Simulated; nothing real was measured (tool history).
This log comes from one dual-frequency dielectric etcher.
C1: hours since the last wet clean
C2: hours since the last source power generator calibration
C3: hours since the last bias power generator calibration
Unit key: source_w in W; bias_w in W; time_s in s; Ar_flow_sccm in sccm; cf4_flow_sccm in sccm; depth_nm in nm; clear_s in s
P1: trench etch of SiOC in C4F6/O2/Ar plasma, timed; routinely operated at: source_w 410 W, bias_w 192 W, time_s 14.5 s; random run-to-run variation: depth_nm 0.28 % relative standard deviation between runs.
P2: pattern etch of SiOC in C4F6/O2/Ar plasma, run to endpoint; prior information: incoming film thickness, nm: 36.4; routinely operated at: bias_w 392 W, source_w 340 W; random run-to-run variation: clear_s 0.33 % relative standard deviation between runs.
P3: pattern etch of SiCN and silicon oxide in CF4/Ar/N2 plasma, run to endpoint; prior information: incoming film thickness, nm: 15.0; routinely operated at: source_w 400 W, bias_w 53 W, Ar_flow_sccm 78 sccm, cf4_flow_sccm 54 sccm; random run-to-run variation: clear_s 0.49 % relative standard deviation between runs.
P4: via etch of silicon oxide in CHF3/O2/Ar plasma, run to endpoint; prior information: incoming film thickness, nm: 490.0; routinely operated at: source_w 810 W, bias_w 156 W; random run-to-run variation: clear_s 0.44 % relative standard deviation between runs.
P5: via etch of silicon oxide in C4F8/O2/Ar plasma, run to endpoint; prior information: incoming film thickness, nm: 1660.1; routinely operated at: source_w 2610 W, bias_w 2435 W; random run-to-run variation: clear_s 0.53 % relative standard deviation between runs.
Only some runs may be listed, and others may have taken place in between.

Run 1, hour 5: process P1, source_w 410 W, bias_w 192 W, time_s 14.5 s; C1 290.3; C2 1159.8; C3 1568.9. Result: depth_nm 30.251 nm.
Run 2, hour 10.9: process P4, source_w 1030 W, bias_w 156 W; C1 296.2; C2 1165.7; C3 1574.8. Result: clear_s 218.58 s.
Run 3, hour 16.4: process P4, source_w 810 W, bias_w 186 W; C1 301.7; C2 1171.2; C3 1580.3. Result: clear_s 227.65 s.
Run 4, hour 22.8: process P3, source_w 400 W, bias_w 53 W, Ar_flow_sccm 78 sccm, cf4_flow_sccm 54 sccm; C1 308.1; C2 1177.6; C3 1586.7. Result: clear_s 22.012 s.
Run 5, hour 29.3: process P1, source_w 410 W, bias_w 192 W, time_s 14.5 s; C1 314.6; C2 1184.1; C3 1593.2. Result: depth_nm 30.331 nm.
Run 6, hour 33.8: process P1, source_w 490 W, bias_w 192 W, time_s 9 s; C1 319.1; C2 1188.6; C3 1597.7. Result: depth_nm 20.238 nm.
Run 7, hour 37.4: process P1, source_w 410 W, bias_w 192 W, time_s 8 s; C1 322.7; C2 1192.2; C3 1601.3. Result: depth_nm 16.735 nm.
Run 8, hour 44.5: process P5, source_w 2610 W, bias_w 1496 W; C1 329.8; C2 1199.3; C3 1608.4. Result: clear_s 317.76 s.
Run 9, hour 47.9: process P1, source_w 410 W, bias_w 223 W, time_s 21.5 s; C1 333.2; C2 1202.7; C3 1611.8. Result: depth_nm 47.243 nm.
Run 10, hour 51.5: process P3, source_w 400 W, bias_w 53 W, Ar_flow_sccm 78 sccm, cf4_flow_sccm 71 sccm; C1 336.8; C2 1206.3; C3 1615.4. Result: clear_s 21.025 s.
Run 11, hour 56.3: process P1, source_w 410 W, bias_w 192 W, time_s 14.5 s; C1 341.6; C2 1211.1; C3 1620.2. Result: depth_nm 30.348 nm.
Run 12, hour 62.2: process P1, source_w 410 W, bias_w 241 W, time_s 14.5 s; C1 347.5; C2 1217; C3 1626.1. Result: depth_nm 32.596 nm.
Run 13, hour 66.5: process P1, source_w 410 W, bias_w 192 W, time_s 21.5 s; C1 351.8; C2 1221.3; C3 1630.4. Result: depth_nm 45.161 nm.
Run 14, hour 72.1: process P2, source_w 440 W, bias_w 392 W; C1 357.4; C2 1226.9; C3 1636. Result: clear_s 12.271 s.
Run 15, hour 77.4: process P3, source_w 540 W, bias_w 53 W, Ar_flow_sccm 78 sccm, cf4_flow_sccm 54 sccm; C1 362.7; C2 1232.2; C3 1641.3. Result: clear_s 16.91 s.
Run 16, hour 84.9: process P1, source_w 410 W, bias_w 149 W, time_s 17.5 s; C1 370.2; C2 1239.7; C3 1648.8. Result: depth_nm 33.782 nm.
Run 17, hour 88.8: process P5, source_w 2610 W, bias_w 2435 W; C1 374.1; C2 1243.6; C3 1652.7. Result: clear_s 277.79 s.
Run 18, hour 92.5: process P1, source_w 250 W, bias_w 192 W, time_s 14.5 s; C1 377.8; C2 1247.3; C3 1656.4. Result: depth_nm 25.167 nm.
At hour 93.5: wet clean of the chamber.
Run 19, hour 99.7: process P3, source_w 400 W, bias_w 53 W, Ar_flow_sccm 78 sccm, cf4_flow_sccm 54 sccm; C1 6.2; C2 1254.5; C3 1663.6. Result: clear_s 22.266 s.
Run 20, hour 104.9: process P2, source_w 340 W, bias_w 392 W; C1 11.4; C2 1259.7; C3 1668.8. Result: clear_s 13.57 s.
Run 21, hour 110.6: process P2, source_w 340 W, bias_w 544 W; C1 17.1; C2 1265.4; C3 1674.5. Result: clear_s 12.066 s.
Run 22, hour 115.8: process P3, source_w 400 W, bias_w 53 W, Ar_flow_sccm 103 sccm, cf4_flow_sccm 54 sccm; C1 22.3; C2 1270.6; C3 1679.7. Result: clear_s 23.163 s.
Run 23, hour 122.8: process P5, source_w 3510 W, bias_w 2435 W; C1 29.3; C2 1277.6; C3 1686.7. Result: clear_s 247.03 s.
Run 24, hour 128: process P1, source_w 520 W, bias_w 192 W, time_s 14.5 s; C1 34.5; C2 1282.8; C3 1691.9. Result: depth_nm 33.322 nm.
Run 25, hour 135: process P1, source_w 410 W, bias_w 192 W, time_s 14.5 s; C1 41.5; C2 1289.8; C3 1698.9. Result: depth_nm 30.398 nm.
Run 26, hour 140.7: process P3, source_w 400 W, bias_w 34 W, Ar_flow_sccm 78 sccm, cf4_flow_sccm 54 sccm; C1 47.2; C2 1295.5; C3 1704.6. Result: clear_s 25.233 s.
Run 27, hour 145.5: process P1, source_w 410 W, bias_w 192 W, time_s 14.5 s; C1 52; C2 1300.3; C3 1709.4. Result: depth_nm 30.266 nm.
At hour 147.5: source power generator calibrated.
Run 28, hour 152.3: process P1, source_w 410 W, bias_w 192 W, time_s 14.5 s; C1 58.8; C2 4.9; C3 1716.2. Result: depth_nm 30.303 nm.
Run 29, hour 157.8: process P1, source_w 410 W, bias_w 192 W, time_s 14.5 s; C1 64.3; C2 10.4; C3 1721.7. Result: depth_nm 30.362 nm.
Run 30, hour 163.4: process P4, source_w 810 W, bias_w 156 W; C1 69.9; C2 16; C3 1727.3. Result: clear_s 240.2 s.
Run 31, hour 167.9: process P1, source_w 410 W, bias_w 122 W, time_s 14.5 s; C1 74.4; C2 20.5; C3 1731.8. Result: depth_nm 26.447 nm.
Run 32, hour 171.4: process P1, source_w 410 W, bias_w 192 W, time_s 14.5 s; C1 77.9; C2 24; C3 1735.3. Result: depth_nm 30.272 nm.
Run 33, hour 179: process P1, source_w 410 W, bias_w 192 W, time_s 14.5 s; C1 85.5; C2 31.6; C3 1742.9. Result: depth_nm 30.541 nm.
Run 34, hour 182.9: process P1, source_w 410 W, bias_w 192 W, time_s 14.5 s; C1 89.4; C2 35.5; C3 1746.8. Result: depth_nm 30.652 nm.
Run 35, hour 189.2: process P1, source_w 410 W, bias_w 192 W, time_s 14.5 s; C1 95.7; C2 41.8; C3 1753.1. Result: depth_nm 30.605 nm.
Run 36, hour 195: process P1, source_w 410 W, bias_w 192 W, time_s 14.5 s; C1 101.5; C2 47.6; C3 1758.9. Result: depth_nm 30.611 nm.
Run 37, hour 201.2: process P1, source_w 410 W, bias_w 192 W, time_s 14.5 s; C1 107.7; C2 53.8; C3 1765.1. Result: depth_nm 30.652 nm.
At hour 207.4: wet clean of the chamber.
Run 38, hour 207.9: process P1, source_w 410 W, bias_w 192 W, time_s 14.5 s; C1 0.6; C2 60.5; C3 1771.8. Result: depth_nm 30.854 nm.
Run 39, hour 214.7: process P1, source_w 410 W, bias_w 192 W, time_s 14.5 s; C1 7.4; C2 67.3; C3 1778.6. Result: depth_nm 30.76 nm.
Run 40, hour 221.5: process P1, source_w 410 W, bias_w 192 W, time_s 14.5 s; C1 14.2; C2 74.1; C3 1785.4. Result: depth_nm 30.612 nm.
Run 41, hour 226.5: process P1, source_w 410 W, bias_w 192 W, time_s 14.5 s; C1 19.2; C2 79.1; C3 1790.4. Result: depth_nm 30.778 nm.
Run 42, hour 229.8: process P1, source_w 410 W, bias_w 192 W, time_s 14.5 s; C1 22.5; C2 82.4; C3 1793.7. Result: depth_nm 30.799 nm.
Run 43, hour 234.1: process P1, source_w 410 W, bias_w 192 W, time_s 14.5 s; C1 26.8; C2 86.7; C3 1798. Result: depth_nm 30.767 nm.

What P1 gives has crept off from where it sat before. The 2 causes that follow fit the log equally well, each at the size noted:
A: bias power that arrives over what is set, % = 4.4
B: source power that arrives over what is set, % = 3.64
Onset of the creep was near hour 171.4.
Why every other cause is out:
chamber walls in a state that raises the etch rate, %: was serviced at hour 207.4, once the creep was under way, yet the earlier output never came back

Consider the 4 check runs below, whose results appear as question marks and each of which averages 3 wafers. Which one distinguishes the causes, in that each cause would give it a clearly different result?
Run check 1, hour 238.4: process P5, source_w 2610 W, bias_w 1555 W. Result: clear_s ?.
Run check 2, hour 238.4: process P3, source_w 520 W, bias_w 37 W, Ar_flow_sccm 78 sccm, cf4_flow_sccm 54 sccm. Result: clear_s ?.
Run check 3, hour 238.4: process P4, source_w 1020 W, bias_w 180 W. Result: clear_s ?.
Run check 4, hour 238.4: process P2, source_w 340 W, bias_w 532 W. Result: clear_s ?.

What every check run would give for each of its results, assuming each possible cause in turn:
  check   result    if A    if B
check 1  clear_s  311.08   310.1
check 2  clear_s  19.198  18.817
check 3  clear_s   206.6  206.63
check 4  clear_s  11.906  11.945
How far apart the two closest causes lie, in the result that separates them most: check 1 0.32 %; check 2 2.01 %; check 3 0.02 %; check 4 0.33 %
The other checks would show nearly matching results whichever cause is true, so check 2 is the only one that separates the causes.

Check 2 was carried out, with these results: clear_s 18.75 s. Which of the listed causes is responsible?

It is B: source power that arrives over what is set, %.

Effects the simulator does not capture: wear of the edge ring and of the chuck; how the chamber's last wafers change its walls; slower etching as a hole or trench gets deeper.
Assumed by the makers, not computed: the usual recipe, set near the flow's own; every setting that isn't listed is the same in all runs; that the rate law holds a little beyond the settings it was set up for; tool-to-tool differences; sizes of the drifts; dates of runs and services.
